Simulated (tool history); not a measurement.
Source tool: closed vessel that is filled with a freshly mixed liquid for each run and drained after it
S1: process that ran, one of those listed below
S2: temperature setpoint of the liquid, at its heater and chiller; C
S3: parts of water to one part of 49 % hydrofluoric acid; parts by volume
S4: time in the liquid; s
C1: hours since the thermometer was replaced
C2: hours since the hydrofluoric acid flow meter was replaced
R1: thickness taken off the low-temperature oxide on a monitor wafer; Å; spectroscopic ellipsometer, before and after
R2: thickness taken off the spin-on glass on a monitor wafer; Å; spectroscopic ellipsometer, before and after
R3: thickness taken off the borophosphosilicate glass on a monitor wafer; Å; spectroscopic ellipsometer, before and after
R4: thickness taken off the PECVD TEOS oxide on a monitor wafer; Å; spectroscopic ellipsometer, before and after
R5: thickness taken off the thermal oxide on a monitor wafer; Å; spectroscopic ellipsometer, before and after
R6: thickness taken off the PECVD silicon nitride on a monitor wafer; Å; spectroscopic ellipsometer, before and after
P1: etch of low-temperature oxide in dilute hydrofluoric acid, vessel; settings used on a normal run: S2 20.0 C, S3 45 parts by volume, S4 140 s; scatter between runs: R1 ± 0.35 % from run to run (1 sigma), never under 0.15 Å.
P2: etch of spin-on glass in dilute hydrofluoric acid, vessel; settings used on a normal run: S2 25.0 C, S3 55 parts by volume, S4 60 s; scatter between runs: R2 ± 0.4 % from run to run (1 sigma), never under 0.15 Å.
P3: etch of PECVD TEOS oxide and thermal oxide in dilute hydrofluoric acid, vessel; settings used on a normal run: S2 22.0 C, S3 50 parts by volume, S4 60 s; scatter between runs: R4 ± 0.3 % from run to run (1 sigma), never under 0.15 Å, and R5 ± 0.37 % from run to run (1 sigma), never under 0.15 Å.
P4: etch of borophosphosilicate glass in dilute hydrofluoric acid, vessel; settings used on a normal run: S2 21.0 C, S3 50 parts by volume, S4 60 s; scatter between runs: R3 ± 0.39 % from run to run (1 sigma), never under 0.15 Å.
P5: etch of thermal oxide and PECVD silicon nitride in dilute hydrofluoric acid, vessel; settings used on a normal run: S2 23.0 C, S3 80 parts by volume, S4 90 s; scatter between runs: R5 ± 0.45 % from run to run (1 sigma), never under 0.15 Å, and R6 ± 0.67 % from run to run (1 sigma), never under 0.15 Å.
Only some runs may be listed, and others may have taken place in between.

| run | hour | S1 | S2 | S3 | S4 | C1 | C2 | R1 | R2 | R3 | R4 | R5 | R6 |
|---|---|---|---|---|---|---|---|---|---|---|---|---|---|
| 1 | 17.1 | P1 | 20.0 | 45 | 140 | 1133.3 | 1502.2 | 436.210 |  |  |  |  |  |
| 2 | 29.7 | P1 | 17.0 | 45 | 140 | 1145.9 | 1514.8 | 382.620 |  |  |  |  |  |
| 3 | 38.9 | P2 | 30.0 | 55 | 60 | 1155.1 | 1524.0 |  | 391.41 |  |  |  |  |
| 4 | 50.0 | P1 | 20.0 | 45 | 140 | 1166.2 | 1535.1 | 433.740 |  |  |  |  |  |
| 5 | 57.8 | P4 | 21.0 | 50 | 60 | 1174.0 | 1542.9 |  |  | 691.91 |  |  |  |
| 6 | 75.0 | P1 | 28.0 | 45 | 140 | 1191.2 | 1560.1 | 607.370 |  |  |  |  |  |
| 7 | 86.8 | P3 | 22.0 | 50 | 60 | 1203.0 | 1571.9 |  |  |  | 221.25 | 56.700 |  |
| 8 | 95.4 | P3 | 27.5 | 50 | 60 | 1211.6 | 1580.5 |  |  |  | 280.74 | 70.112 |  |
| 9 | 112.0 | P5 | 17.0 | 80 | 90 | 1228.2 | 1597.1 |  |  |  |  | 41.144 | 19.655 |
| 10 | 120.1 | P4 | 21.0 | 50 | 30 | 1236.3 | 1605.2 |  |  | 344.07 |  |  |  |
| 11 | 128.1 | P2 | 25.0 | 55 | 110 | 1244.3 | 1613.2 |  | 588.14 |  |  |  |  |
| 12 | 141.3 | P2 | 25.0 | 55 | 60 | 1257.5 | 1626.4 |  | 320.42 |  |  |  |  |
| 13 | 157.0 | P4 | 17.0 | 50 | 60 | 1273.2 | 1642.1 |  |  | 579.36 |  |  |  |
| 14 | 174.3 | P1 | 20.0 | 45 | 230 | 1290.5 | 1659.4 | 716.900 |  |  |  |  |  |
| 15 | 184.9 | P3 | 22.0 | 75 | 60 | 1301.1 | 1670.0 |  |  |  | 143.80 | 36.192 |  |
| 16 | 201.9 | P2 | 25.0 | 55 | 60 | 1318.1 | 1687.0 |  | 321.28 |  |  |  |  |
| 17 | 210.1 | P1 | 20.0 | 45 | 140 | 1326.3 | 1695.2 | 436.410 |  |  |  |  |  |
| 18 | 225.4 | P3 | 22.0 | 50 | 30 | 1341.6 | 1710.5 |  |  |  | 111.80 | 27.860 |  |
| 19 | 241.6 | P5 | 23.0 | 80 | 140 | 1357.8 | 1726.7 |  |  |  |  | 82.841 | 46.281 |
| 20 | 254.5 | P4 | 21.0 | 80 | 60 | 1370.7 | 1739.6 |  |  | 417.47 |  |  |  |
| 21 | 269.7 | P3 | 22.0 | 50 | 60 | 1385.9 | 1754.8 |  |  |  | 222.94 | 56.286 |  |
| 22 | 286.5 | P1 | 17.0 | 45 | 75 | 1402.7 | 1771.6 | 203.960 |  |  |  |  |  |
| 23 | 303.7 | P5 | 23.0 | 110 | 90 | 1419.9 | 1788.8 |  |  |  |  | 36.873 | 21.896 |
| 24 | 317.3 | P1 | 20.0 | 75 | 140 | 1433.5 | 1802.4 | 252.000 |  |  |  |  |  |
| 25 | 330.7 | P2 | 25.0 | 20 | 60 | 1446.9 | 1815.8 |  | 919.71 |  |  |  |  |
| 26 | 344.2 | P1 | 20.0 | 45 | 140 | 1460.4 | 1829.3 | 437.570 |  |  |  |  |  |
| 27 | 355.5 | P1 | 20.0 | 45 | 30 | 1471.7 | 1840.6 | 93.558 |  |  |  |  |  |
| 28 | 364.5 | P5 | 23.0 | 80 | 90 | 1480.7 | 1849.6 |  |  |  |  | 52.608 | 29.979 |
| 29 | 372.7 | P1 | 20.0 | 30 | 260 | 1488.9 | 1857.8 | 1239.300 |  |  |  |  |  |
| 30 | 387.3 | P1 | 20.0 | 45 | 140 | 1503.5 | 1872.4 | 435.040 |  |  |  |  |  |
| 31 | 400.0 | P1 | 20.0 | 45 | 140 | 1516.2 | 1885.1 | 436.290 |  |  |  |  |  |
| 32 | 412.4 | P1 | 23.5 | 65 | 140 | 1528.6 | 1897.5 | 341.210 |  |  |  |  |  |
| 33 | 426.1 | P1 | 20.0 | 25 | 140 | 1542.3 | 1911.2 | 803.570 |  |  |  |  |  |
| 34 | 437.5 | P5 | 23.0 | 80 | 90 | 1553.7 | 1922.6 |  |  |  |  | 53.513 | 29.472 |
| 35 | 446.2 | P1 | 20.0 | 45 | 140 | 1562.4 | 1931.3 | 436.270 |  |  |  |  |  |
| 36 | 462.3 | P1 | 20.0 | 45 | 140 | 1578.5 | 1947.4 | 457.150 |  |  |  |  |  |
| 37 | 476.5 | P1 | 20.0 | 45 | 140 | 1592.7 | 1961.6 | 467.520 |  |  |  |  |  |
| 38 | 488.5 | P1 | 20.0 | 45 | 140 | 1604.7 | 1973.6 | 474.400 |  |  |  |  |  |
| 39 | 497.5 | P1 | 20.0 | 45 | 140 | 1613.7 | 1982.6 | 473.880 |  |  |  |  |  |
| 40 | 506.7 | P1 | 20.0 | 45 | 140 | 1622.9 | 1991.8 | 481.580 |  |  |  |  |  |
| 41 | 521.6 | P1 | 20.0 | 45 | 140 | 1637.8 | 2006.7 | 482.610 |  |  |  |  |  |
| 42 | 533.9 | P1 | 20.0 | 45 | 140 | 1650.1 | 2019.0 | 483.240 |  |  |  |  |  |
| 43 | 545.5 | P1 | 20.0 | 45 | 140 | 1661.7 | 2030.6 | 482.690 |  |  |  |  |  |

Compared with where it was, what P1 gives has crept away. Each cause listed below fits the log as well as the rest, at the size given for it:
A: liquid hotter than its thermometer reads (K) = 2.32
B: hydrofluoric acid flow above the setpoint (%) = 9.74
The gradual shift began around hour 446.2.

Question marks stand in for the results of the 4 check runs listed below, each run on one wafer. Under which run would the listed causes show clearly different results?
| check 1 | 557.1 | P3 | 22.0 | 50 | 60 |  |  |  |  |  | ? | ? |  |
| check 2 | 557.1 | P4 | 21.0 | 50 | 60 |  |  |  |  | ? |  |  |  |
| check 3 | 557.1 | P2 | 25.0 | 55 | 60 |  |  |  | ? |  |  |  |  |
| check 4 | 557.1 | P5 | 23.0 | 80 | 90 |  |  |  |  |  |  | ? | ? |

Expected result of each check under each candidate cause:
| check | result | if A | if B |
|---|---|---|---|
| check 1 | R4 | 245.02 | 245.63 |
| check 1 | R5 | 62.037 | 62.192 |
| check 2 | R3 | 761.63 | 762.84 |
| check 3 | R2 | 351.33 | 353.47 |
| check 4 | R5 | 58.114 | 58.617 |
| check 4 | R6 | 34.785 | 32.668 |
Distance between the nearest two causes, measured in the result of the check that separates them most: check 1 0.25 %; check 2 0.16 %; check 3 0.61 %; check 4 6.28 %
Only in check 4 would the causes give clearly different results; in the remaining checks their results would be nearly the same.

Running check 4 produced the following: R5 57.973 Å; R6 34.669 Å. Which one of the listed causes fits?

A is the cause: liquid hotter than its thermometer reads (K).
